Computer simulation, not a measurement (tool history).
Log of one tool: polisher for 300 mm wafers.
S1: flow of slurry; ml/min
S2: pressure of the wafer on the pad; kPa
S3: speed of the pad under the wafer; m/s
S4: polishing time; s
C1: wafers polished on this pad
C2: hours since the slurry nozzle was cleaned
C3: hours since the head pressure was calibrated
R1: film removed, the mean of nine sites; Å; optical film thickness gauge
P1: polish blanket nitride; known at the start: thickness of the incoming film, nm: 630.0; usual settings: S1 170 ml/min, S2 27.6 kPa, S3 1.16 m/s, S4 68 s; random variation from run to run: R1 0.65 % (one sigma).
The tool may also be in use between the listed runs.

| run | hour | S1 | S2 | S3 | S4 | C1 | C2 | C3 | R1 |
|---|---|---|---|---|---|---|---|---|---|
| 1 | 2.9 | 170 | 27.6 | 1.16 | 68 | 144 | 82 | 395.6 | 1692.5 |
| 2 | 6 | 170 | 27.6 | 1.16 | 68 | 174 | 85.1 | 398.7 | 1691.3 |
| 3 | 10 | 245 | 42.7 | 1.16 | 68 | 212 | 89.1 | 402.7 | 2739.4 |
| 4 | 13.9 | 100 | 27.6 | 1.16 | 68 | 250 | 93 | 406.6 | 1509.4 |
| 5 | 17.3 | 170 | 13.8 | 1.16 | 68 | 283 | 96.4 | 410 | 835.81 |
| 6 | 19.8 | 170 | 27.6 | 1.16 | 68 | 307 | 98.9 | 412.5 | 1673.3 |
| 7 | 23.3 | 170 | 27.6 | 1.16 | 68 | 341 | 102.4 | 416 | 1681 |
| 8 | 27.3 | 170 | 27.6 | 0.56 | 68 | 380 | 106.4 | 420 | 942.84 |
| 9 | 31.2 | 170 | 27.6 | 1.16 | 102 | 417 | 110.3 | 423.9 | 2515.3 |
| 10 | 35.3 | 170 | 39.3 | 1.16 | 68 | 457 | 114.4 | 428 | 2389.9 |
| 11 | 37.9 | 170 | 34.5 | 1.16 | 98 | 482 | 117 | 430.6 | 3049.3 |
| 12 | 42.4 | 260 | 27.6 | 1.16 | 68 | 526 | 121.5 | 435.1 | 1788.6 |
| 13 | 44.6 | 170 | 27.6 | 1.82 | 68 | 547 | 123.7 | 437.3 | 2413.6 |
| 14 | 48.7 | 170 | 27.6 | 1.54 | 47 | 586 | 127.8 | 441.4 | 1463 |
| 15 | 51.8 | 170 | 27.6 | 1.16 | 36 | 616 | 130.9 | 444.5 | 891.8 |
| 16 | 54 | 170 | 27.6 | 1.16 | 68 | 638 | 133.1 | 446.7 | 1684.1 |
| 17 | 58.5 | 170 | 27.6 | 1.16 | 68 | 681 | 137.6 | 451.2 | 1638.5 |
| 18 | 62.3 | 170 | 27.6 | 1.16 | 68 | 718 | 141.4 | 455 | 1623.3 |
| 19 | 64.6 | 170 | 27.6 | 1.16 | 68 | 740 | 143.7 | 457.3 | 1622.3 |
| 20 | 68.4 | 170 | 27.6 | 1.16 | 68 | 777 | 147.5 | 461.1 | 1586.5 |
| 21 | 70.8 | 170 | 27.6 | 1.16 | 68 | 800 | 149.9 | 463.5 | 1568 |
| 22 | 72.8 | 170 | 27.6 | 1.16 | 68 | 819 | 151.9 | 465.5 | 1590.3 |
| 23 | 75.6 | 170 | 27.6 | 1.16 | 68 | 846 | 154.7 | 468.3 | 1559 |
|  | 77.8 | head pressure recalibrated |
| 24 | 78.6 | 170 | 27.6 | 1.16 | 68 | 875 | 157.7 | 0.9 | 1567.4 |
| 25 | 82.3 | 170 | 27.6 | 1.16 | 68 | 911 | 161.4 | 4.6 | 1543.3 |
| 26 | 86.4 | 170 | 27.6 | 1.16 | 68 | 951 | 165.5 | 8.7 | 1546.7 |
| 27 | 89.3 | 170 | 27.6 | 1.16 | 68 | 979 | 168.4 | 11.6 | 1569.5 |

What P1 gives has crept away from where it was. These 2 causes fit the log equally well, each at the size given:
A: removal rate lost through wear of the pad, % = 7.51
B: slurry flow missing at the pad, % = 34.1
The creep began at about hour 54.
Why every other cause is out:
head's pressure below its setpoint, %: serviced at hour 77.8, which brought nothing back

4 check runs are offered, each on 5 wafers whose results are averaged, their results left as question marks. Which one tells the causes apart?
| check 1 | 92.2 | 170 | 27.6 | 0.58 | 100 |  |  |  | ? |
| check 2 | 92.2 | 250 | 27.6 | 1.64 | 68 |  |  |  | ? |
| check 3 | 92.2 | 170 | 13.8 | 1.16 | 97 |  |  |  | ? |
| check 4 | 92.2 | 170 | 38.6 | 1.44 | 68 |  |  |  | ? |

What each check would give under each cause:
| check | result | if A | if B |
|---|---|---|---|
| check 1 | R1 | 1314.5 | 1314.5 |
| check 2 | R1 | 2157.7 | 2209 |
| check 3 | R1 | 1110 | 1110 |
| check 4 | R1 | 2590.3 | 2590.3 |
How far apart the two closest causes lie, in the result that separates them most: check 1 0 %; check 2 2.35 %; check 3 0 %; check 4 0 %
Only check 2 tells the causes apart: in the others they would give nearly the same result.

Check 2 was then run and gave: R1 2211.8 Å. Which cause is it?

It is B: slurry flow missing at the pad, %.

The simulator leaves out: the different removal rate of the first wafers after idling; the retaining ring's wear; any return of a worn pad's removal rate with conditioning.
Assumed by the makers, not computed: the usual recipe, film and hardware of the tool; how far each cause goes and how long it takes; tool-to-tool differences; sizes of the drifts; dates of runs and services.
